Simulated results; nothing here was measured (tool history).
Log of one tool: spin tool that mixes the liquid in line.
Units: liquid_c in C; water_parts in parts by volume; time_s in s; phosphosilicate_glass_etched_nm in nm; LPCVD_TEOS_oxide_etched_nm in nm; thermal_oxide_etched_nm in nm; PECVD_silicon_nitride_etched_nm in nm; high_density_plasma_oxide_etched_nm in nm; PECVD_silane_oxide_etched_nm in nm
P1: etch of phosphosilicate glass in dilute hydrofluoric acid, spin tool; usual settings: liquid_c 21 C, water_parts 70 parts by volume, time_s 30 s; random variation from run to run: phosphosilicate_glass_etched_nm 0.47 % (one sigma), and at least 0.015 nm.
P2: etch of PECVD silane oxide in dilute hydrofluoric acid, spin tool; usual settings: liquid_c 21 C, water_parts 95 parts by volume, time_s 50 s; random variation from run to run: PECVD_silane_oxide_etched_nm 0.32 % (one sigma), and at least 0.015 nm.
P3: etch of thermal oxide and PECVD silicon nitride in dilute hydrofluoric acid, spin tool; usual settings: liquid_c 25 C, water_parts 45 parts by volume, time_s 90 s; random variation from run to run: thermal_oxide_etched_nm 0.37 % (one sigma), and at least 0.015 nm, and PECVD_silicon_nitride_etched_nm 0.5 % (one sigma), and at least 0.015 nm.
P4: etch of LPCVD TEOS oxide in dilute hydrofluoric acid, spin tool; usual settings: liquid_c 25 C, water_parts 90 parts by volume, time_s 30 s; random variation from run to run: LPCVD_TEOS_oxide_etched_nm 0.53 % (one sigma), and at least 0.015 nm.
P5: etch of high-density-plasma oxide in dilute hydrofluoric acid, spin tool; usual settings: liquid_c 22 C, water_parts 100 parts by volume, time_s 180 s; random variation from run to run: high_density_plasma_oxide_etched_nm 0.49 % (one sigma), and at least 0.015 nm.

run   hour  process  liquid_c  water_parts  time_s  phosphosilicate_glass_etched_nm  LPCVD_TEOS_oxide_etched_nm  thermal_oxide_etched_nm  PECVD_silicon_nitride_etched_nm  high_density_plasma_oxide_etched_nm  PECVD_silane_oxide_etched_nm
  1    9.4       P1        21           70      30                           44.829
  2   17.6       P4        25           90      30                                                       17.263
  3   29.8       P1        17          105      30                           23.971
  4   44.5       P3      20.5           45      90                                                                                9.2042                           3.0179
  5   52.9       P5        22          100     180                                                                                                                                                      12.833
  6     66       P5        22          150     180                                                                                                                                                      8.0974
  7   80.8       P4        25           90      65                                                       37.232
  8   87.7       P2        21           95      50                                                                                                                                                                                    15.051
  9   95.3       P2        26           95      50                                                                                                                                                                                    18.444
 10  108.8       P1      29.5           70      30                           62.388
     120.1  -- thermometer replaced
 11  123.9       P3        25           45      90                                                                                11.007                           4.1642
 12  134.2       P1        21           70      30                           44.539
 13  141.4       P5        22          100     335                                                                                                                                                      23.876
 14  153.2       P4      20.5           90      30                                                        14.21
 15    163       P1        21           70      50                           74.502
 16  174.2       P4        25          145      30                                                       9.9594
 17  185.6       P2        21           95      50                                                                                                                                                                                    15.126
 18  193.6       P1        21           70      30                           44.903
 19  204.5       P5        28          100     180                                                                                                                                                       16.27
 20  215.6       P3        25           45      15                                                                                1.8333                          0.70309
 21  224.1       P1        21           70      30                            44.29
 22  234.7       P2        21           95      75                                                                                                                                                                                    22.663
 23    242       P4        25           90      30                                                       17.212
 24  255.6       P1        21           70      15                            22.25

Forecast run 25:
 25  267.3       P1        21           25      30                                ?

phosphosilicate_glass_etched_nm: 131.17 nm
